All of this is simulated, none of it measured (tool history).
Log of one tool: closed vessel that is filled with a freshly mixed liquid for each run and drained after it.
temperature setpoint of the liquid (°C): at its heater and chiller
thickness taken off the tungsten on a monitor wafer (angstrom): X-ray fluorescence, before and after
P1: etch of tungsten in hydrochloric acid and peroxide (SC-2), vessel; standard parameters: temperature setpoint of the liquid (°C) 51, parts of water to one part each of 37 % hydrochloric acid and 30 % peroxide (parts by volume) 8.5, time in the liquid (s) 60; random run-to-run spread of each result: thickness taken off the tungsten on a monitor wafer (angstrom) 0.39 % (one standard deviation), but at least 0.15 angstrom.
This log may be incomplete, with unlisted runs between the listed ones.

run,hour,temperature setpoint of the liquid (°C),parts of water to one part each of 37 % hydrochloric acid and 30 % peroxide (parts by volume),time in the liquid (s),hours since the thermometer was replaced,hours since the chemicals flow meter was replaced,hours since the drum of peroxide was connected,thickness taken off the tungsten on a monitor wafer (angstrom)
1,17,51,8.5,60,1608.7,995.9,188.4,149.78
2,27.8,63,8.5,60,1619.5,1006.7,199.2,323.9
3,41,51,8.5,110,1632.7,1019.9,212.4,272.96
4,57.3,59,6,60,1649,1036.2,228.7,329.01
5,71.7,51,13.5,60,1663.4,1050.6,243.1,101.74
6,82.1,51,8.5,60,1673.8,1061,253.5,150.09
7,96.6,51,8.5,60,1688.3,1075.5,268,150.47
8,106.6,35,8.5,60,1698.3,1085.5,278,49.107
9,118,51,8.5,60,1709.7,1096.9,289.4,149.91
10,128.7,51,8.5,30,1720.4,1107.6,300.1,75.534
11,139.2,51,4,60,1730.9,1118.1,310.6,261.65
12,151.4,51,8.5,60,1743.1,1130.3,322.8,151.11
13,160.2,51,8.5,60,1751.9,1139.1,331.6,145.99

Run 14, settings as shown, results not yet in. Your forecast:
14,173.9,51,8.5,60,1765.6,1152.8,345.3,?

{"run 14": {"thickness taken off the tungsten on a monitor wafer (angstrom)": 143.56}}

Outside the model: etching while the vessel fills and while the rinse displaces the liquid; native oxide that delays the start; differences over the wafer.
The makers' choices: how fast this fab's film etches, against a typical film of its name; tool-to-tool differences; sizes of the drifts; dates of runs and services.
